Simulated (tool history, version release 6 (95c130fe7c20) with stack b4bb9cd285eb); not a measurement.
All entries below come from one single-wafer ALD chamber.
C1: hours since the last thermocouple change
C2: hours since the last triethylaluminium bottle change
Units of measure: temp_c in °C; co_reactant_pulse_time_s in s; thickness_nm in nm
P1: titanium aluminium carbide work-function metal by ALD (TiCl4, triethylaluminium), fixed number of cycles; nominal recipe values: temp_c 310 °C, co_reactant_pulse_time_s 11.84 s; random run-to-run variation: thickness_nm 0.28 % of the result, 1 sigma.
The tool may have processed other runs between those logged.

run 1 hour=5.6 | temp_c=310 co_reactant_pulse_time_s=11.84 | C1=696.7 C2=473.8 | thickness_nm=2.1293
run 2 hour=12.6 | temp_c=310 co_reactant_pulse_time_s=11.84 | C1=703.7 C2=480.8 | thickness_nm=2.1424
run 3 hour=18.8 | temp_c=310 co_reactant_pulse_time_s=15.86 | C1=709.9 C2=487 | thickness_nm=2.1719
run 4 hour=24.2 | temp_c=297 co_reactant_pulse_time_s=4.88 | C1=715.3 C2=492.4 | thickness_nm=1.6842
run 5 hour=28.6 | temp_c=310 co_reactant_pulse_time_s=11.84 | C1=719.7 C2=496.8 | thickness_nm=2.1284
run 6 hour=34.4 | temp_c=310 co_reactant_pulse_time_s=11.84 | C1=725.5 C2=502.6 | thickness_nm=2.1405
run 7 hour=38.4 | temp_c=310 co_reactant_pulse_time_s=5.33 | C1=729.5 C2=506.6 | thickness_nm=1.8224
run 8 hour=43.6 | temp_c=290 co_reactant_pulse_time_s=11.84 | C1=734.7 C2=511.8 | thickness_nm=1.953
run 9 hour=48.3 | temp_c=334 co_reactant_pulse_time_s=16.14 | C1=739.4 C2=516.5 | thickness_nm=2.3851
run 10 hour=53.9 | temp_c=328 co_reactant_pulse_time_s=11.84 | C1=745 C2=522.1 | thickness_nm=2.3009
run 11 hour=58.2 | temp_c=310 co_reactant_pulse_time_s=11.84 | C1=749.3 C2=526.4 | thickness_nm=2.1471
run 12 hour=62.7 | temp_c=310 co_reactant_pulse_time_s=11.84 | C1=753.8 C2=530.9 | thickness_nm=2.1435
run 13 hour=68.7 | temp_c=310 co_reactant_pulse_time_s=11.84 | C1=759.8 C2=536.9 | thickness_nm=2.1271
run 14 hour=74.4 | temp_c=310 co_reactant_pulse_time_s=11.84 | C1=765.5 C2=542.6 | thickness_nm=2.1236
run 15 hour=80.1 | temp_c=310 co_reactant_pulse_time_s=11.84 | C1=771.2 C2=548.3 | thickness_nm=2.1151
run 16 hour=87 | temp_c=310 co_reactant_pulse_time_s=11.84 | C1=778.1 C2=555.2 | thickness_nm=2.1127
run 17 hour=90.6 | temp_c=310 co_reactant_pulse_time_s=11.84 | C1=781.7 C2=558.8 | thickness_nm=2.1089
run 18 hour=94.3 | temp_c=310 co_reactant_pulse_time_s=11.84 | C1=785.4 C2=562.5 | thickness_nm=2.0935
run 19 hour=97.9 | temp_c=310 co_reactant_pulse_time_s=11.84 | C1=789 C2=566.1 | thickness_nm=2.1115
run 20 hour=103.5 | temp_c=310 co_reactant_pulse_time_s=11.84 | C1=794.6 C2=571.7 | thickness_nm=2.1038

P1 no longer gives what it gave before; its output has crept away from where it was. The following 2 causes, each at its listed size, fit the log equally well:
A: wafer temperature below the value expected at the setpoint (K) = 4.27
B: triethylaluminium dose below that of a fresh bottle (%) = 17.5
Creep in the process output first set in at about hour 62.7.

Consider the 4 single-wafer check runs listed below, results given as question marks: which one distinguishes between the causes by giving clearly different results for each?
run check 1 hour=109.1 | temp_c=291 co_reactant_pulse_time_s=11.84 | thickness_nm=?
run check 2 hour=109.1 | temp_c=310 co_reactant_pulse_time_s=6.53 | thickness_nm=?
run check 3 hour=109.1 | temp_c=292 co_reactant_pulse_time_s=11.84 | thickness_nm=?
run check 4 hour=109.1 | temp_c=300 co_reactant_pulse_time_s=11.84 | thickness_nm=?

What every check run would give for each of its results, assuming each possible cause in turn:
check=check_1 result=thickness_nm if_A=1.9328 if_B=1.9352
check=check_2 result=thickness_nm if_A=1.9126 if_B=1.8368
check=check_3 result=thickness_nm if_A=1.9416 if_B=1.9439
check=check_4 result=thickness_nm if_A=2.0123 if_B=2.0136
Per check, the gap between the least separated pair of causes, taken in the result that splits them most: check 1 0.12 %; check 2 4.04 %; check 3 0.12 %; check 4 0.06 %
Only in check 2 would the causes give clearly different results; in the remaining checks their results would be nearly the same.

The results of check 2 are: thickness_nm 1.9214 nm. Based on these, which of the listed causes is it?

It was cause A: wafer temperature below the value expected at the setpoint (K).

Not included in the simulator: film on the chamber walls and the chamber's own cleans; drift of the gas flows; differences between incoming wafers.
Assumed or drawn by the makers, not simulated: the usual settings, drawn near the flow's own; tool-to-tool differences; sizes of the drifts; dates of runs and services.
